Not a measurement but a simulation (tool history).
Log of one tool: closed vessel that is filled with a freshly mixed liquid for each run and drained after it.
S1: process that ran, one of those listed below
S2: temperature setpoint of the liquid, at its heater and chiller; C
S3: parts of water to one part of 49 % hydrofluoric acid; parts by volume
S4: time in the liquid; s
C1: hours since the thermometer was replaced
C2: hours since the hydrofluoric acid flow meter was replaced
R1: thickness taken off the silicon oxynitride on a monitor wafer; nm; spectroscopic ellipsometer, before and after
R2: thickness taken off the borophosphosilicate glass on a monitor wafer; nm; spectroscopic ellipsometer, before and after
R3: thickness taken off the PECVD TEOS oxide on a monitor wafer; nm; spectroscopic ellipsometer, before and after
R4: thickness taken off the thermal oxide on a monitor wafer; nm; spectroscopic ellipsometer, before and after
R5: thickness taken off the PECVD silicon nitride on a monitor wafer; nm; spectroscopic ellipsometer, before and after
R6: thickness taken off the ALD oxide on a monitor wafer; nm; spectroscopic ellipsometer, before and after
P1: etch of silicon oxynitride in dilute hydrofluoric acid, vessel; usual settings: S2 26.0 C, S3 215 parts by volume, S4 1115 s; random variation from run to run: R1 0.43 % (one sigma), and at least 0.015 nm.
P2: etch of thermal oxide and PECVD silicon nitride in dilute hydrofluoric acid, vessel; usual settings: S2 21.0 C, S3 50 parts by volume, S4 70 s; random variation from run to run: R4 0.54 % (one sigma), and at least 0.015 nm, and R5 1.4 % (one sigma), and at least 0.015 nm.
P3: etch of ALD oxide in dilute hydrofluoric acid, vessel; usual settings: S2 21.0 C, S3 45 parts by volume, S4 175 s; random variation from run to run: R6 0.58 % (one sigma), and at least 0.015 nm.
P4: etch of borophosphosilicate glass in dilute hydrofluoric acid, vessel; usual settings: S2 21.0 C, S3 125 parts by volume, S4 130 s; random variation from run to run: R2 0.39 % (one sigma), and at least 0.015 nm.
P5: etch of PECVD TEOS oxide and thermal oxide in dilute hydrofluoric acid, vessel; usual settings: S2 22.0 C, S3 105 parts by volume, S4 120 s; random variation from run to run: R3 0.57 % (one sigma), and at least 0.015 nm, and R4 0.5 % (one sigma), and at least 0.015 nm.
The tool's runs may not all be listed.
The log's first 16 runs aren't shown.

Run 17, day 3.358: S1 P5, S2 22.0 C, S3 105 parts by volume, S4 35 s; C1 334.3; C2 924.8. Result: R3 4.9188 nm, R4 1.4737 nm.
Run 18, day 3.542: S1 P1, S2 26.0 C, S3 325 parts by volume, S4 1115 s; C1 338.7; C2 929.2. Result: R1 8.3333 nm.
Run 19, day 3.788: S1 P5, S2 27.0 C, S3 105 parts by volume, S4 120 s; C1 344.6; C2 935.1. Result: R3 20.8000 nm, R4 5.9921 nm.
Run 20, day 4.050: S1 P1, S2 26.0 C, S3 30 parts by volume, S4 1115 s; C1 350.9; C2 941.4. Result: R1 114.6500 nm.
Run 21, day 4.167: S1 P4, S2 17.0 C, S3 125 parts by volume, S4 130 s; C1 353.7; C2 944.2. Result: R2 31.2070 nm.
Run 22, day 4.325: S1 P4, S2 21.0 C, S3 40 parts by volume, S4 130 s; C1 357.5; C2 948.0. Result: R2 126.4500 nm.
Run 23, day 4.446: S1 P1, S2 26.0 C, S3 215 parts by volume, S4 470 s; C1 360.4; C2 950.9. Result: R1 5.7073 nm.
Run 24, day 4.567: S1 P1, S2 26.0 C, S3 215 parts by volume, S4 1115 s; C1 363.3; C2 953.8. Result: R1 13.6210 nm.
Run 25, day 4.804: S1 P3, S2 21.0 C, S3 45 parts by volume, S4 60 s; C1 369.0; C2 959.5. Result: R6 18.965 nm.
Run 26, day 4.946: S1 P4, S2 21.0 C, S3 125 parts by volume, S4 130 s; C1 372.4; C2 962.9. Result: R2 36.6920 nm.
Run 27, day 5.154: S1 P1, S2 26.0 C, S3 215 parts by volume, S4 1115 s; C1 377.4; C2 967.9. Result: R1 13.6310 nm.
Run 28, day 5.304: S1 P2, S2 21.0 C, S3 50 parts by volume, S4 70 s; C1 381.0; C2 971.5. Result: R4 6.2929 nm, R5 2.0421 nm.
Run 29, day 5.438: S1 P3, S2 21.0 C, S3 45 parts by volume, S4 175 s; C1 384.2; C2 974.7. Result: R6 55.043 nm.

The next listed run, before its measurement:
Run 30, day 5.558: S1 P3, S2 17.0 C, S3 45 parts by volume, S4 175 s; C1 387.1; C2 977.6. Result: R6 ?.

Run 30 gave R6 46.683 nm.
